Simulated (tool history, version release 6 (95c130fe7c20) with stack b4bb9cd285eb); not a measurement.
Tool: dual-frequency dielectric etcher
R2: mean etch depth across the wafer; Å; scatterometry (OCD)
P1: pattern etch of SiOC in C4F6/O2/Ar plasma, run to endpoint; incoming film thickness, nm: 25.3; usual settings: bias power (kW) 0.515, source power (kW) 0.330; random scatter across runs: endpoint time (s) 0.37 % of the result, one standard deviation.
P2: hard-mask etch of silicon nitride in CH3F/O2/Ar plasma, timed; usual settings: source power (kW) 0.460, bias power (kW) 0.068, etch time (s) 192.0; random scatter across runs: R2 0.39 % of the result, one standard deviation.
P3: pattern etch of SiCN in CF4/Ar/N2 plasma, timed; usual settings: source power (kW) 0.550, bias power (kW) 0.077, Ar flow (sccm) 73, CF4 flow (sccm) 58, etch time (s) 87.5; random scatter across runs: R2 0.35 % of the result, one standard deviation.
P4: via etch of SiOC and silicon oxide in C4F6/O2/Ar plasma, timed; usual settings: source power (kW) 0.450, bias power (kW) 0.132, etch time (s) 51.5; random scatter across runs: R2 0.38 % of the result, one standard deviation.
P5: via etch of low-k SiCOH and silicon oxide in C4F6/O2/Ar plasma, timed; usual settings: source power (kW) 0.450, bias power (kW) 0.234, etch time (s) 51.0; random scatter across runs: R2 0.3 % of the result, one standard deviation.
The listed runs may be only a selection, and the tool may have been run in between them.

{"run": 1, "hour": 10.4, "process that ran": "P1", "bias power (kW)": 0.515, "source power (kW)": 0.33, "endpoint time (s)": 9.2091}
{"run": 2, "hour": 21.4, "process that ran": "P2", "bias power (kW)": 0.068, "source power (kW)": 0.56, "etch time (s)": 192.0, "R2": 1547.8}
{"run": 3, "hour": 29.5, "process that ran": "P1", "bias power (kW)": 0.334, "source power (kW)": 0.41, "endpoint time (s)": 9.8865}
{"run": 4, "hour": 37.2, "process that ran": "P2", "bias power (kW)": 0.068, "source power (kW)": 0.46, "etch time (s)": 192.0, "R2": 1424.0}
{"run": 5, "hour": 44.4, "process that ran": "P1", "bias power (kW)": 0.515, "source power (kW)": 0.33, "endpoint time (s)": 9.1675}
{"run": 6, "hour": 57.2, "process that ran": "P4", "bias power (kW)": 0.132, "source power (kW)": 0.45, "etch time (s)": 51.5, "R2": 565.47}
{"run": 7, "hour": 65.6, "process that ran": "P3", "bias power (kW)": 0.077, "source power (kW)": 0.55, "etch time (s)": 87.5, "Ar flow (sccm)": 58, "CF4 flow (sccm)": 58, "R2": 993.8}
{"run": 8, "hour": 78.3, "process that ran": "P3", "bias power (kW)": 0.077, "source power (kW)": 0.55, "etch time (s)": 87.5, "Ar flow (sccm)": 73, "CF4 flow (sccm)": 58, "R2": 963.18}
{"run": 9, "hour": 85.7, "process that ran": "P4", "bias power (kW)": 0.132, "source power (kW)": 0.33, "etch time (s)": 51.5, "R2": 498.73}
{"run": 10, "hour": 98.2, "process that ran": "P5", "bias power (kW)": 0.234, "source power (kW)": 0.61, "etch time (s)": 51.0, "R2": 1853.6}
{"run": 11, "hour": 112.4, "process that ran": "P3", "bias power (kW)": 0.058, "source power (kW)": 0.55, "etch time (s)": 87.5, "Ar flow (sccm)": 73, "CF4 flow (sccm)": 58, "R2": 876.54}
{"run": 12, "hour": 121.9, "process that ran": "P1", "bias power (kW)": 0.6, "source power (kW)": 0.24, "endpoint time (s)": 9.654}
{"run": 13, "hour": 137.5, "process that ran": "P3", "bias power (kW)": 0.077, "source power (kW)": 0.55, "etch time (s)": 87.5, "Ar flow (sccm)": 73, "CF4 flow (sccm)": 58, "R2": 959.08}
{"run": 14, "hour": 146.6, "process that ran": "P1", "bias power (kW)": 0.515, "source power (kW)": 0.33, "endpoint time (s)": 9.2028}
{"run": 15, "hour": 158.9, "process that ran": "P1", "bias power (kW)": 0.724, "source power (kW)": 0.33, "endpoint time (s)": 8.0387}
{"run": 16, "hour": 171.1, "process that ran": "P1", "bias power (kW)": 0.515, "source power (kW)": 0.33, "endpoint time (s)": 9.1654}
{"run": 17, "hour": 186.2, "process that ran": "P4", "bias power (kW)": 0.132, "source power (kW)": 0.45, "etch time (s)": 51.5, "R2": 564.92}
{"run": 18, "hour": 195.3, "process that ran": "P5", "bias power (kW)": 0.234, "source power (kW)": 0.45, "etch time (s)": 77.0, "R2": 2488.6}
{"run": 19, "hour": 205.4, "process that ran": "P2", "bias power (kW)": 0.068, "source power (kW)": 0.46, "etch time (s)": 105.5, "R2": 783.48}
{"run": 20, "hour": 215.4, "process that ran": "P4", "bias power (kW)": 0.093, "source power (kW)": 0.45, "etch time (s)": 51.5, "R2": 515.35}
{"run": 21, "hour": 226.4, "process that ran": "P5", "bias power (kW)": 0.234, "source power (kW)": 0.45, "etch time (s)": 51.0, "R2": 1647.3}
{"run": 22, "hour": 240.7, "process that ran": "P3", "bias power (kW)": 0.077, "source power (kW)": 0.55, "etch time (s)": 87.5, "Ar flow (sccm)": 73, "CF4 flow (sccm)": 34, "R2": 889.0}
{"run": 23, "hour": 251.0, "process that ran": "P1", "bias power (kW)": 0.515, "source power (kW)": 0.33, "endpoint time (s)": 9.2043}
{"run": 24, "hour": 257.8, "process that ran": "P5", "bias power (kW)": 0.168, "source power (kW)": 0.45, "etch time (s)": 51.0, "R2": 1484.9}
{"hour": 262.2, "done": "source power generator calibrated"}
{"run": 25, "hour": 273.3, "process that ran": "P1", "bias power (kW)": 0.367, "source power (kW)": 0.33, "endpoint time (s)": 10.354}
{"run": 26, "hour": 285.8, "process that ran": "P3", "bias power (kW)": 0.077, "source power (kW)": 0.55, "etch time (s)": 123.5, "Ar flow (sccm)": 73, "CF4 flow (sccm)": 58, "R2": 1357.3}
{"run": 27, "hour": 294.9, "process that ran": "P3", "bias power (kW)": 0.077, "source power (kW)": 0.73, "etch time (s)": 87.5, "Ar flow (sccm)": 73, "CF4 flow (sccm)": 58, "R2": 1235.4}
{"run": 28, "hour": 302.6, "process that ran": "P1", "bias power (kW)": 0.515, "source power (kW)": 0.21, "endpoint time (s)": 10.84}
{"run": 29, "hour": 313.9, "process that ran": "P2", "bias power (kW)": 0.046, "source power (kW)": 0.46, "etch time (s)": 192.0, "R2": 1268.8}
{"run": 30, "hour": 322.1, "process that ran": "P1", "bias power (kW)": 0.63, "source power (kW)": 0.42, "endpoint time (s)": 7.7592}
{"run": 31, "hour": 328.8, "process that ran": "P1", "bias power (kW)": 0.515, "source power (kW)": 0.33, "endpoint time (s)": 9.205}
{"run": 32, "hour": 341.7, "process that ran": "P4", "bias power (kW)": 0.132, "source power (kW)": 0.45, "etch time (s)": 73.0, "R2": 798.39}
{"run": 33, "hour": 355.4, "process that ran": "P1", "bias power (kW)": 0.515, "source power (kW)": 0.42, "endpoint time (s)": 8.4316}
{"run": 34, "hour": 362.4, "process that ran": "P1", "bias power (kW)": 0.515, "source power (kW)": 0.33, "endpoint time (s)": 9.1216}
{"run": 35, "hour": 377.2, "process that ran": "P1", "bias power (kW)": 0.515, "source power (kW)": 0.33, "endpoint time (s)": 9.2159}
{"run": 36, "hour": 386.5, "process that ran": "P1", "bias power (kW)": 0.515, "source power (kW)": 0.33, "endpoint time (s)": 9.254}
{"run": 37, "hour": 396.6, "process that ran": "P1", "bias power (kW)": 0.515, "source power (kW)": 0.33, "endpoint time (s)": 9.2954}
{"hour": 400.6, "done": "wet clean of the chamber"}
{"run": 38, "hour": 407.5, "process that ran": "P1", "bias power (kW)": 0.515, "source power (kW)": 0.33, "endpoint time (s)": 9.3086}
{"run": 39, "hour": 420.0, "process that ran": "P1", "bias power (kW)": 0.515, "source power (kW)": 0.33, "endpoint time (s)": 9.3696}
{"run": 40, "hour": 431.5, "process that ran": "P1", "bias power (kW)": 0.515, "source power (kW)": 0.33, "endpoint time (s)": 9.2998}
{"run": 41, "hour": 440.2, "process that ran": "P1", "bias power (kW)": 0.515, "source power (kW)": 0.33, "endpoint time (s)": 9.3497}
{"run": 42, "hour": 447.3, "process that ran": "P1", "bias power (kW)": 0.515, "source power (kW)": 0.33, "endpoint time (s)": 9.3494}

Compared with where it was, what P1 gives has crept away. Each cause listed below fits the log as well as the rest, at the size given for it:
A: source power that arrives under what is set, % = 4.87
B: bias power that arrives under what is set, % = 4.74
The process output started creeping at around hour 362.4.
The rest of the possible causes, and what rules out each one:
chamber walls in a state that lowers the etch rate, %: work on it at hour 400.6, done after the drift set in, did not restore what the process gave before

Each of the 4 check runs below uses one wafer; its results are left as question marks. Which run tells the causes apart?
{"run": "check 1", "hour": 454.4, "process that ran": "P3", "bias power (kW)": 0.077, "source power (kW)": 0.67, "etch time (s)": 87.5, "Ar flow (sccm)": 73, "CF4 flow (sccm)": 58, "R2": "?"}
{"run": "check 2", "hour": 454.4, "process that ran": "P5", "bias power (kW)": 0.234, "source power (kW)": 0.56, "etch time (s)": 51.0, "R2": "?"}
{"run": "check 3", "hour": 454.4, "process that ran": "P2", "bias power (kW)": 0.068, "source power (kW)": 0.53, "etch time (s)": 105.5, "R2": "?"}
{"run": "check 4", "hour": 454.4, "process that ran": "P4", "bias power (kW)": 0.132, "source power (kW)": 0.38, "etch time (s)": 64.5, "R2": "?"}

How each check would come out, cause by cause:
check=check_1 result=R2 if_A=1097.00 if_B=1128.00
check=check_2 result=R2 if_A=1764.90 if_B=1771.10
check=check_3 result=R2 if_A=812.42 if_B=814.98
check=check_4 result=R2 if_A=650.47 if_B=653.81
Smallest distance between any two causes, each pair judged by its most separating result, in per cent: check 1 2.79 %; check 2 0.35 %; check 3 0.31 %; check 4 0.51 %
Of the check runs offered, only check 1 discriminates between the causes; the rest would read about the same regardless of which cause applies.

Here is what check 1 returned: R2 1123.90 Å. Which cause is it?

The cause is B: bias power that arrives under what is set, %.

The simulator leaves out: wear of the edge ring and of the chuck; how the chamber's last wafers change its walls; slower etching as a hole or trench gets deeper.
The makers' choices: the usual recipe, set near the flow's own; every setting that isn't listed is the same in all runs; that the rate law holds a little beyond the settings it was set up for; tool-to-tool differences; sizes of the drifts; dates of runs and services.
